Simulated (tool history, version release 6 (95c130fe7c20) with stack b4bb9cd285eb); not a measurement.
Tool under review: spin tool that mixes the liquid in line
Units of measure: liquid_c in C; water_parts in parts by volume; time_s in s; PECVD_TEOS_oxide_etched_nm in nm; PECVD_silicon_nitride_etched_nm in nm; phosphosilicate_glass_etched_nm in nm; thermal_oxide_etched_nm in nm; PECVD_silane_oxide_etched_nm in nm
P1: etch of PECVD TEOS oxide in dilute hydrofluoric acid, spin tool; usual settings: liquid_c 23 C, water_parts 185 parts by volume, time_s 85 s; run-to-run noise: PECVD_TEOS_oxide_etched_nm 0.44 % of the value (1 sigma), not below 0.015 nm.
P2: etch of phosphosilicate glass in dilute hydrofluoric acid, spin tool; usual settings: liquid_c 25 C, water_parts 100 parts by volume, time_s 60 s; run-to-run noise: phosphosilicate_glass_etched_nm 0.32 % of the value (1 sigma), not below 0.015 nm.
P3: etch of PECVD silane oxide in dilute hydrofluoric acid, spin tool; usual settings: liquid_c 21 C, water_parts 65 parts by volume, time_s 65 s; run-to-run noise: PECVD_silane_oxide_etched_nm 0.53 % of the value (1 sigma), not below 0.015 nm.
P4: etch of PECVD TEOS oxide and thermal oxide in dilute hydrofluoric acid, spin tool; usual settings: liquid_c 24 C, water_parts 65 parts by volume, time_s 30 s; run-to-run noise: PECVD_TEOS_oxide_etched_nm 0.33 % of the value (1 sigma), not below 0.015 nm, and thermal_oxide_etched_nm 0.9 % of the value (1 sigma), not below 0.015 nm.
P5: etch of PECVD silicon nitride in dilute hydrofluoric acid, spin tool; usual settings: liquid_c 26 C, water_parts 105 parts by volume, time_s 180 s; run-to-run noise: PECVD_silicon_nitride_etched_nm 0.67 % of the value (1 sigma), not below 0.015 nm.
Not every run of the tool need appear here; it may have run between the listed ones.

run   hour  process  liquid_c  water_parts  time_s  hours since the thermometer was replaced  hours since the hydrofluoric acid flow meter was replaced  PECVD_TEOS_oxide_etched_nm  PECVD_silicon_nitride_etched_nm  phosphosilicate_glass_etched_nm  thermal_oxide_etched_nm  PECVD_silane_oxide_etched_nm
  1    9.1       P1        23          185      85                                     690.3                                                      531.2                      5.5028
  2   19.1       P5        26          105     180                                     700.3                                                      541.2                                                       3.6276
  3   29.7       P1        23          330      85                                     710.9                                                      551.8                      2.6614
      40.4  -- thermometer replaced
  4     44       P2        25          100      60                                       3.6                                                      566.1                                                                                        37.656
  5   52.3       P1        23          115      85                                      11.9                                                      574.4                      9.6608
  6   64.2       P4        24          110      30                                      23.8                                                      586.3                      3.7083                                                                                     1.3378
  7   76.1       P1        23          185      85                                      35.7                                                      598.2                      5.4878
  8   82.9       P5        26          105     180                                      42.5                                                        605                                                       3.6469
  9   94.1       P5        20          105     180                                      53.7                                                      616.2                                                       2.4463
 10    102       P5        26          105      15                                      61.6                                                      624.1                                                      0.32131
 11  110.5       P4        17           65      30                                      70.1                                                      632.6                      4.9877                                                                                     1.7952
 12  121.7       P3        21           65      15                                      81.3                                                      643.8                                                                                                                                                6.325
 13  131.3       P1        23          185      85                                      90.9                                                      653.4                      5.5414
 14  145.4       P1        23          185      85                                       105                                                      667.5                      5.5433
 15  158.6       P4        24           65      30                                     118.2                                                      680.7                      6.6061                                                                                     2.4279
 16  169.8       P1        17          185      85                                     129.4                                                      691.9                      4.3584
 17  181.3       P1      29.5          185      85                                     140.9                                                      703.4                      7.0623
 18  193.8       P2        25          170      60                                     153.4                                                      715.9                                                                                        20.302
 19  201.7       P2        25          100     115                                     161.3                                                      723.8                                                                                        72.179
 20  211.6       P3        21          110      65                                     171.2                                                      733.7                                                                                                                                                 15.3
 21  224.3       P1        23          185     130                                     183.9                                                      746.4                      8.4504
 22  234.6       P1      27.5          185     145                                     194.2                                                      756.7                      11.177
 23  243.3       P1        23          185      85                                     202.9                                                      765.4                      5.5564
 24  253.3       P1        17          185     145                                     212.9                                                      775.4                       7.469
 25  263.6       P2        25          100      60                                     223.2                                                      785.7                                                                                        37.452
 26  278.2       P5        26          185     180                                     237.8                                                      800.3                                                       2.0597
 27  287.7       P4        24           65      15                                     247.3                                                      809.8                      3.3314                                                                                     1.1773
 28  298.3       P3        21           65      65                                     257.9                                                      820.4                                                                                                                                               27.086
 29  307.5       P2      32.5          100      60                                     267.1                                                      829.6                                                                                        49.835
 30  319.1       P3      28.5           65      65                                     278.7                                                      841.2                                                                                                                                               36.778
 31  326.3       P1        23          185      85                                     285.9                                                      848.4                      5.4722
 32  340.8       P1        23          185      15                                     300.4                                                      862.9                     0.95671
 33  347.2       P3        21           65      65                                     306.8                                                      869.3                                                                                                                                               27.344
 34  359.1       P1        23          185      85                                     318.7                                                      881.2                      5.5067
 35  368.4       P1        23          185      85                                       328                                                      890.5                      5.3909
 36    382       P1        23          185      85                                     341.6                                                      904.1                      5.2508
 37  391.4       P1        23          185      85                                       351                                                      913.5                      5.2009
 38  405.7       P1        23          185      85                                     365.3                                                      927.8                       5.103
 39  415.2       P1        23          185      85                                     374.8                                                      937.3                      5.0758
 40  424.9       P1        23          185      85                                     384.5                                                        947                      5.0834
 41    434       P1        23          185      85                                     393.6                                                      956.1                      5.1052
 42  445.9       P1        23          185      85                                     405.5                                                        968                      5.0209
 43  455.3       P1        23          185      85                                     414.9                                                      977.4                      5.0586
 44  464.7       P1        23          185      85                                     424.3                                                      986.8                      5.1059

Compared with where it was, what P1 gives has crept away. Each cause listed below fits the log as well as the rest, at the size given for it:
A: hydrofluoric acid flow below the setpoint (%) = 7.03
B: liquid colder than its thermometer reads (K) = 2.3
The onset of the drift is placed at about hour 359.1.

Question marks stand in for the results of the 4 check runs listed below, each run on one wafer. Under which run would the listed causes show clearly different results?
check 1  474.1       P2      28.5          100     115                                                                                                                                                                                                  ?
check 2  474.1       P5        26          165     180                                                                                                                                                                 ?
check 3  474.1       P3      28.5          105      65                                                                                                                                                                                                                                                         ?
check 4  474.1       P4        24          110      15                                                                                                                                ?                                                                                          ?

Expected result of each check under each candidate cause:
  check                           result     if A     if B
check 1  phosphosilicate_glass_etched_nm   75.783   75.387
check 2  PECVD_silicon_nitride_etched_nm   2.1641   2.0107
check 3     PECVD_silane_oxide_etched_nm    19.93   19.842
check 4       PECVD_TEOS_oxide_etched_nm   1.7046   1.6902
check 4          thermal_oxide_etched_nm  0.62381  0.61852
Per check, the gap between the least separated pair of causes, taken in the result that splits them most: check 1 0.52 %; check 2 7.36 %; check 3 0.44 %; check 4 0.85 %
The causes can be told apart only by check 2. The other checks would give nearly the same results under each of them.

Then check 2 was run and gave: PECVD_silicon_nitride_etched_nm 2.0163 nm. Which cause is it?

Of the candidate causes, it is B: liquid colder than its thermometer reads (K).

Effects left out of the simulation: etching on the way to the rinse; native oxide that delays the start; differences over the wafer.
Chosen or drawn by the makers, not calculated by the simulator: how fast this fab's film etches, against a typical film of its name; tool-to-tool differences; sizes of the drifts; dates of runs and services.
